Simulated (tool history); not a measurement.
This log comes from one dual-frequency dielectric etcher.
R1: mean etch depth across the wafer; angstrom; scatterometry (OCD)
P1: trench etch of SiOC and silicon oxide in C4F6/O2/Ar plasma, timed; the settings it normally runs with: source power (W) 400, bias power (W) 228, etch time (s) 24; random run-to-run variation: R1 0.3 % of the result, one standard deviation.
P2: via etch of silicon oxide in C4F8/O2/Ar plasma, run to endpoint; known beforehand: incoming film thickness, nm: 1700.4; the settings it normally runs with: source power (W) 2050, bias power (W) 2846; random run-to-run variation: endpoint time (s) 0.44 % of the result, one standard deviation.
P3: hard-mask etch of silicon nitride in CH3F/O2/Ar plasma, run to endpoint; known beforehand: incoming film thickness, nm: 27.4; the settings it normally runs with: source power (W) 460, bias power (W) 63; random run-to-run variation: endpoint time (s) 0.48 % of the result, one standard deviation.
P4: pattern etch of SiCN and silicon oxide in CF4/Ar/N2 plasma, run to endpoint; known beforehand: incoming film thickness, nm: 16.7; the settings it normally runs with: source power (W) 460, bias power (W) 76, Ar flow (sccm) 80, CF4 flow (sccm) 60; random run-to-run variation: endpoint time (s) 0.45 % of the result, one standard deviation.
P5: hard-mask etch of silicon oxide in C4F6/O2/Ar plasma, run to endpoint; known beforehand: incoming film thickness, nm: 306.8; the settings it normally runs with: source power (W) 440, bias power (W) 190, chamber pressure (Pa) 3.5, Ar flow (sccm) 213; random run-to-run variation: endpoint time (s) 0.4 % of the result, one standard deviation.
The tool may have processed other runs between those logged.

{"run": 1, "hour": 7.6, "process that ran": "P1", "source power (W)": 400, "bias power (W)": 228, "etch time (s)": 24, "R1": 509.14}
{"run": 2, "hour": 14.0, "process that ran": "P5", "source power (W)": 440, "bias power (W)": 190, "chamber pressure (Pa)": 3.5, "Ar flow (sccm)": 289, "endpoint time (s)": 91.668}
{"run": 3, "hour": 21.9, "process that ran": "P1", "source power (W)": 400, "bias power (W)": 228, "etch time (s)": 24, "R1": 511.96}
{"run": 4, "hour": 28.6, "process that ran": "P5", "source power (W)": 530, "bias power (W)": 190, "chamber pressure (Pa)": 3.5, "Ar flow (sccm)": 213, "endpoint time (s)": 82.396}
{"run": 5, "hour": 33.5, "process that ran": "P1", "source power (W)": 400, "bias power (W)": 282, "etch time (s)": 24, "R1": 548.32}
{"run": 6, "hour": 41.5, "process that ran": "P1", "source power (W)": 300, "bias power (W)": 228, "etch time (s)": 14, "R1": 267.61}
{"run": 7, "hour": 49.4, "process that ran": "P1", "source power (W)": 400, "bias power (W)": 228, "etch time (s)": 24, "R1": 510.21}
{"run": 8, "hour": 55.5, "process that ran": "P3", "source power (W)": 620, "bias power (W)": 63, "endpoint time (s)": 34.349}
{"run": 9, "hour": 61.3, "process that ran": "P4", "source power (W)": 460, "bias power (W)": 50, "Ar flow (sccm)": 80, "CF4 flow (sccm)": 60, "endpoint time (s)": 21.38}
{"run": 10, "hour": 68.6, "process that ran": "P4", "source power (W)": 460, "bias power (W)": 76, "Ar flow (sccm)": 80, "CF4 flow (sccm)": 60, "endpoint time (s)": 18.524}
{"run": 11, "hour": 72.2, "process that ran": "P2", "source power (W)": 2050, "bias power (W)": 3896, "endpoint time (s)": 275.96}
{"run": 12, "hour": 79.8, "process that ran": "P1", "source power (W)": 400, "bias power (W)": 228, "etch time (s)": 24, "R1": 509.93}
{"run": 13, "hour": 86.9, "process that ran": "P4", "source power (W)": 550, "bias power (W)": 76, "Ar flow (sccm)": 80, "CF4 flow (sccm)": 60, "endpoint time (s)": 15.925}
{"run": 14, "hour": 91.9, "process that ran": "P5", "source power (W)": 440, "bias power (W)": 190, "chamber pressure (Pa)": 3.5, "Ar flow (sccm)": 213, "endpoint time (s)": 88.541}
{"run": 15, "hour": 99.9, "process that ran": "P1", "source power (W)": 400, "bias power (W)": 228, "etch time (s)": 24, "R1": 509.32}
{"run": 16, "hour": 104.7, "process that ran": "P1", "source power (W)": 400, "bias power (W)": 228, "etch time (s)": 24, "R1": 511.77}
{"run": 17, "hour": 112.1, "process that ran": "P2", "source power (W)": 2050, "bias power (W)": 2846, "endpoint time (s)": 305.78}
{"run": 18, "hour": 120.0, "process that ran": "P5", "source power (W)": 440, "bias power (W)": 190, "chamber pressure (Pa)": 4.5, "Ar flow (sccm)": 213, "endpoint time (s)": 91.346}
{"run": 19, "hour": 124.6, "process that ran": "P5", "source power (W)": 440, "bias power (W)": 190, "chamber pressure (Pa)": 3.5, "Ar flow (sccm)": 213, "endpoint time (s)": 88.937}
{"run": 20, "hour": 132.0, "process that ran": "P4", "source power (W)": 460, "bias power (W)": 76, "Ar flow (sccm)": 80, "CF4 flow (sccm)": 49, "endpoint time (s)": 19.145}
{"run": 21, "hour": 138.0, "process that ran": "P5", "source power (W)": 440, "bias power (W)": 129, "chamber pressure (Pa)": 3.5, "Ar flow (sccm)": 213, "endpoint time (s)": 99.808}
{"run": 22, "hour": 143.9, "process that ran": "P1", "source power (W)": 400, "bias power (W)": 228, "etch time (s)": 35, "R1": 744.26}
{"run": 23, "hour": 147.8, "process that ran": "P3", "source power (W)": 460, "bias power (W)": 63, "endpoint time (s)": 38.724}
{"run": 24, "hour": 152.5, "process that ran": "P1", "source power (W)": 510, "bias power (W)": 228, "etch time (s)": 24, "R1": 560.49}
{"run": 25, "hour": 156.9, "process that ran": "P1", "source power (W)": 400, "bias power (W)": 228, "etch time (s)": 15, "R1": 320.84}
{"run": 26, "hour": 162.3, "process that ran": "P1", "source power (W)": 400, "bias power (W)": 140, "etch time (s)": 24, "R1": 438.69}
{"run": 27, "hour": 169.8, "process that ran": "P1", "source power (W)": 260, "bias power (W)": 228, "etch time (s)": 24, "R1": 432.19}
{"run": 28, "hour": 174.6, "process that ran": "P3", "source power (W)": 460, "bias power (W)": 47, "endpoint time (s)": 42.057}
{"run": 29, "hour": 179.5, "process that ran": "P2", "source power (W)": 2860, "bias power (W)": 2846, "endpoint time (s)": 268.37}
{"run": 30, "hour": 184.1, "process that ran": "P4", "source power (W)": 460, "bias power (W)": 76, "Ar flow (sccm)": 50, "CF4 flow (sccm)": 60, "endpoint time (s)": 17.435}
{"run": 31, "hour": 191.2, "process that ran": "P1", "source power (W)": 400, "bias power (W)": 228, "etch time (s)": 24, "R1": 510.82}
{"run": 32, "hour": 197.7, "process that ran": "P1", "source power (W)": 400, "bias power (W)": 228, "etch time (s)": 24, "R1": 503.67}
{"run": 33, "hour": 205.7, "process that ran": "P1", "source power (W)": 400, "bias power (W)": 228, "etch time (s)": 24, "R1": 504.61}
{"run": 34, "hour": 209.7, "process that ran": "P1", "source power (W)": 400, "bias power (W)": 228, "etch time (s)": 24, "R1": 503.22}
{"hour": 212.2, "done": "wet clean of the chamber"}
{"run": 35, "hour": 213.3, "process that ran": "P1", "source power (W)": 400, "bias power (W)": 228, "etch time (s)": 24, "R1": 504.03}
{"run": 36, "hour": 219.0, "process that ran": "P1", "source power (W)": 400, "bias power (W)": 228, "etch time (s)": 24, "R1": 504.5}
{"run": 37, "hour": 224.7, "process that ran": "P1", "source power (W)": 400, "bias power (W)": 228, "etch time (s)": 24, "R1": 504.58}

What P1 gives has crept off from where it sat before. The 2 causes that follow fit the log equally well, each at the size noted:
A: source power that arrives under what is set, % = 3.89
B: bias power that arrives under what is set, % = 4.5
Onset of the creep was near hour 191.2.
Each remaining cause and why it is not a fit:
chamber walls in a state that lowers the etch rate, %: serviced after onset, at hour 212.2, with no recovery of the prior output

Which of the check runs below tells the causes apart, meaning the causes would give it clearly different results? Each run uses 3 wafers whose results are averaged, and each result is shown as a question mark.
{"run": "check 1", "hour": 230.4, "process that ran": "P3", "source power (W)": 570, "bias power (W)": 50, "endpoint time (s)": "?"}
{"run": "check 2", "hour": 230.4, "process that ran": "P4", "source power (W)": 460, "bias power (W)": 56, "Ar flow (sccm)": 80, "CF4 flow (sccm)": 60, "endpoint time (s)": "?"}
{"run": "check 3", "hour": 230.4, "process that ran": "P2", "source power (W)": 2600, "bias power (W)": 3641, "endpoint time (s)": "?"}
{"run": "check 4", "hour": 230.4, "process that ran": "P5", "source power (W)": 440, "bias power (W)": 190, "chamber pressure (Pa)": 3.5, "Ar flow (sccm)": 281, "endpoint time (s)": "?"}

Expected result of each check under each candidate cause:
check=check_1 result=endpoint_time_(s) if_A=38.581 if_B=38.513
check=check_2 result=endpoint_time_(s) if_A=21.202 if_B=20.763
check=check_3 result=endpoint_time_(s) if_A=262.88 if_B=262.65
check=check_4 result=endpoint_time_(s) if_A=92.85 if_B=92.768
Distance between the nearest two causes, measured in the result of the check that separates them most: check 1 0.18 %; check 2 2.09 %; check 3 0.09 %; check 4 0.09 %
Only check 2 tells the causes apart: in the others they would give nearly the same result.

Check 2 has now been run. It gave: endpoint time (s) 21.253. Which of the candidate causes is it?

It was cause A: source power that arrives under what is set, %.

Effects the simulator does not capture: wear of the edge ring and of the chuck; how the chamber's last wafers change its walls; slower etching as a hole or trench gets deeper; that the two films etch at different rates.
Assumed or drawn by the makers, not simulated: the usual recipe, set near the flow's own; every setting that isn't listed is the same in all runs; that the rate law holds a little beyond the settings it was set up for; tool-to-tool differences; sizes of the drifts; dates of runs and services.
